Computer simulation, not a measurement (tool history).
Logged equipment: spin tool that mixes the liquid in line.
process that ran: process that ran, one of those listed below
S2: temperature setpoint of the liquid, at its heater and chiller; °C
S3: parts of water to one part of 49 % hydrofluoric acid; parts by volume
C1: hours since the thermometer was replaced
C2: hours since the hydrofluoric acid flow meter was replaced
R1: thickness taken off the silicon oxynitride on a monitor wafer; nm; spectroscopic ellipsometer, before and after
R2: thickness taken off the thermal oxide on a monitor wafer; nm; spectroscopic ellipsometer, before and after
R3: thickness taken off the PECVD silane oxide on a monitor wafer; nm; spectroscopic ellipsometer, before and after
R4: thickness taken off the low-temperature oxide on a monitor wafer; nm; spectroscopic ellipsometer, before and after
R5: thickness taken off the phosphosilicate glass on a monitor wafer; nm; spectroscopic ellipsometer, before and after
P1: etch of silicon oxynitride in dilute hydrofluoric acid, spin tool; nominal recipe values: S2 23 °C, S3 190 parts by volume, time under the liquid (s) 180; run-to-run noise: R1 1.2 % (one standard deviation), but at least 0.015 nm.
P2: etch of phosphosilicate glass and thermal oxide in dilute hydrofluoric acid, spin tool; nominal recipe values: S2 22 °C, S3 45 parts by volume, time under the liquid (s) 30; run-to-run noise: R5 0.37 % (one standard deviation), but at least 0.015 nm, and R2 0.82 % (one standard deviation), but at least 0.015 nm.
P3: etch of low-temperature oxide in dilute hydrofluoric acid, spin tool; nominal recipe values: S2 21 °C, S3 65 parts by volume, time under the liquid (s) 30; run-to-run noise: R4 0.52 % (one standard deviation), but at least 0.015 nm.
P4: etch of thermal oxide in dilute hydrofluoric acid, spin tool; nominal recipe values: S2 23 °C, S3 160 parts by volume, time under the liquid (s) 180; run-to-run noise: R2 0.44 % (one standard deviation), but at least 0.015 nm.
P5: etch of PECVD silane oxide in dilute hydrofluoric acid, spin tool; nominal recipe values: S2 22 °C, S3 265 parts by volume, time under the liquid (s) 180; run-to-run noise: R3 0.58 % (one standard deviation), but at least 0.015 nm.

run 1 hour=6.7 | process_that_ran=P1 S2=23 S3=190 time_under_the_liquid_(s)=180 | C1=1095.2 C2=531.9 | R1=1.8941
run 2 hour=13.7 | process_that_ran=P4 S2=23 S3=160 time_under_the_liquid_(s)=25 | C1=1102.2 C2=538.9 | R2=0.70433
run 3 hour=21.8 | process_that_ran=P4 S2=23 S3=160 time_under_the_liquid_(s)=180 | C1=1110.3 C2=547 | R2=5.0041
run 4 hour=27.9 | process_that_ran=P1 S2=23 S3=190 time_under_the_liquid_(s)=180 | C1=1116.4 C2=553.1 | R1=1.9004
run 5 hour=37.7 | process_that_ran=P1 S2=23 S3=190 time_under_the_liquid_(s)=180 | C1=1126.2 C2=562.9 | R1=1.9264
run 6 hour=46.8 | process_that_ran=P1 S2=23 S3=190 time_under_the_liquid_(s)=285 | C1=1135.3 C2=572 | R1=3.0106
run 7 hour=55.3 | process_that_ran=P1 S2=23 S3=105 time_under_the_liquid_(s)=180 | C1=1143.8 C2=580.5 | R1=3.8237
run 8 hour=61.6 | process_that_ran=P4 S2=23 S3=50 time_under_the_liquid_(s)=180 | C1=1150.1 C2=586.8 | R2=18.418
run 9 hour=70.7 | process_that_ran=P5 S2=22 S3=265 time_under_the_liquid_(s)=180 | C1=1159.2 C2=595.9 | R3=13.116
run 10 hour=77.6 | process_that_ran=P3 S2=21 S3=35 time_under_the_liquid_(s)=30 | C1=1166.1 C2=602.8 | R4=10.967
run 11 hour=86.9 | process_that_ran=P3 S2=27.5 S3=65 time_under_the_liquid_(s)=30 | C1=1175.4 C2=612.1 | R4=7.4048
run 12 hour=97.5 | process_that_ran=P2 S2=22 S3=45 time_under_the_liquid_(s)=55 | C1=1186 C2=622.7 | R2=5.4932 R5=238.83
run 13 hour=106.8 | process_that_ran=P1 S2=23 S3=190 time_under_the_liquid_(s)=180 | C1=1195.3 C2=632 | R1=1.9102
run 14 hour=112.3 | process_that_ran=P5 S2=22 S3=265 time_under_the_liquid_(s)=265 | C1=1200.8 C2=637.5 | R3=19.358
run 15 hour=118.3 | process_that_ran=P1 S2=23 S3=300 time_under_the_liquid_(s)=180 | C1=1206.8 C2=643.5 | R1=1.1073
run 16 hour=124.5 | process_that_ran=P2 S2=28.5 S3=45 time_under_the_liquid_(s)=30 | C1=1213 C2=649.7 | R2=3.9816 R5=168.85
run 17 hour=130.7 | process_that_ran=P1 S2=18 S3=190 time_under_the_liquid_(s)=60 | C1=1219.2 C2=655.9 | R1=0.46753
run 18 hour=137.2 | process_that_ran=P3 S2=21 S3=65 time_under_the_liquid_(s)=15 | C1=1225.7 C2=662.4 | R4=2.8041
run 19 hour=145.5 | process_that_ran=P1 S2=27 S3=80 time_under_the_liquid_(s)=180 | C1=1234 C2=670.7 | R1=6.2014
run 20 hour=154.8 | process_that_ran=P1 S2=18 S3=190 time_under_the_liquid_(s)=180 | C1=1243.3 C2=680 | R1=1.5329
run 21 hour=165.4 | process_that_ran=P5 S2=17 S3=265 time_under_the_liquid_(s)=180 | C1=1253.9 C2=690.6 | R3=11.063
run 22 hour=175.2 | process_that_ran=P2 S2=22 S3=75 time_under_the_liquid_(s)=30 | C1=1263.7 C2=700.4 | R2=1.7428 R5=74.577
run 23 hour=182.9 | process_that_ran=P1 S2=23 S3=190 time_under_the_liquid_(s)=180 | C1=1271.4 C2=708.1 | R1=1.9322
run 24 hour=188.2 | process_that_ran=P1 S2=23 S3=190 time_under_the_liquid_(s)=15 | C1=1276.7 C2=713.4 | R1=0.17324
run 25 hour=198 | process_that_ran=P5 S2=22 S3=265 time_under_the_liquid_(s)=180 | C1=1286.5 C2=723.2 | R3=13.251
run 26 hour=207.7 | process_that_ran=P4 S2=27.5 S3=160 time_under_the_liquid_(s)=180 | C1=1296.2 C2=732.9 | R2=5.9372
run 27 hour=215.2 | process_that_ran=P5 S2=22 S3=465 time_under_the_liquid_(s)=180 | C1=1303.7 C2=740.4 | R3=6.3829
run 28 hour=221.3 | process_that_ran=P2 S2=22 S3=45 time_under_the_liquid_(s)=30 | C1=1309.8 C2=746.5 | R2=3.0544 R5=130.84
run 29 hour=229.5 | process_that_ran=P3 S2=21 S3=65 time_under_the_liquid_(s)=30 | C1=1318 C2=754.7 | R4=5.6939
run 30 hour=238.5 | process_that_ran=P1 S2=27.5 S3=190 time_under_the_liquid_(s)=180 | C1=1327 C2=763.7 | R1=2.3693
run 31 hour=246.3 | process_that_ran=P1 S2=23 S3=190 time_under_the_liquid_(s)=180 | C1=1334.8 C2=771.5 | R1=1.9867
run 32 hour=252.7 | process_that_ran=P1 S2=23 S3=190 time_under_the_liquid_(s)=180 | C1=1341.2 C2=777.9 | R1=1.8981
run 33 hour=259.3 | process_that_ran=P1 S2=23 S3=190 time_under_the_liquid_(s)=180 | C1=1347.8 C2=784.5 | R1=1.8049
run 34 hour=264.8 | process_that_ran=P1 S2=23 S3=190 time_under_the_liquid_(s)=180 | C1=1353.3 C2=790 | R1=1.8716
run 35 hour=270.8 | process_that_ran=P1 S2=23 S3=190 time_under_the_liquid_(s)=180 | C1=1359.3 C2=796 | R1=1.8072
run 36 hour=280.6 | process_that_ran=P1 S2=23 S3=190 time_under_the_liquid_(s)=180 | C1=1369.1 C2=805.8 | R1=1.8625
run 37 hour=289.6 | process_that_ran=P1 S2=23 S3=190 time_under_the_liquid_(s)=180 | C1=1378.1 C2=814.8 | R1=1.7679
run 38 hour=297.6 | process_that_ran=P1 S2=23 S3=190 time_under_the_liquid_(s)=180 | C1=1386.1 C2=822.8 | R1=1.7569
run 39 hour=303.6 | process_that_ran=P1 S2=23 S3=190 time_under_the_liquid_(s)=180 | C1=1392.1 C2=828.8 | R1=1.8186
run 40 hour=313.3 | process_that_ran=P1 S2=23 S3=190 time_under_the_liquid_(s)=180 | C1=1401.8 C2=838.5 | R1=1.8298
run 41 hour=318.3 | process_that_ran=P1 S2=23 S3=190 time_under_the_liquid_(s)=180 | C1=1406.8 C2=843.5 | R1=1.8154
run 42 hour=326 | process_that_ran=P1 S2=23 S3=190 time_under_the_liquid_(s)=180 | C1=1414.5 C2=851.2 | R1=1.7784

Something has made what P1 gives creep away from where it was; the 2 causes below, each at its own stated size, fit the log equally well:
A: liquid colder than its thermometer reads (K) = 1.53
B: hydrofluoric acid flow below the setpoint (%) = 5.9
Creep in the process output first set in at about hour 246.3.

Consider the 4 check runs below, whose results appear as question marks and each of which averages 2 wafers. Which one distinguishes the causes, in that each cause would give it a clearly different result?
run check 1 hour=333.7 | process_that_ran=P4 S2=23 S3=60 time_under_the_liquid_(s)=95 | R2=?
run check 2 hour=333.7 | process_that_ran=P5 S2=22 S3=435 time_under_the_liquid_(s)=260 | R3=?
run check 3 hour=333.7 | process_that_ran=P2 S2=28.5 S3=45 time_under_the_liquid_(s)=30 | R2=? R5=?
run check 4 hour=333.7 | process_that_ran=P3 S2=27 S3=65 time_under_the_liquid_(s)=30 | R4=?

Outcome of each check run for each possible cause:
check=check_1 result=R2 if_A=7.4834 if_B=7.467
check=check_2 result=R3 if_A=9.4992 if_B=9.1986
check=check_3 result=R2 if_A=3.7061 if_B=3.6929
check=check_3 result=R5 if_A=159.64 if_B=159.07
check=check_4 result=R4 if_A=6.7723 if_B=6.7353
Smallest distance between any two causes, each pair judged by its most separating result, in per cent: check 1 0.22 %; check 2 3.22 %; check 3 0.36 %; check 4 0.55 %
Only in check 2 would the causes give clearly different results; in the remaining checks their results would be nearly the same.

Check 2 has now been run. It gave: R3 9.5414 nm. Which of the candidate causes is it?

It is A: liquid colder than its thermometer reads (K).
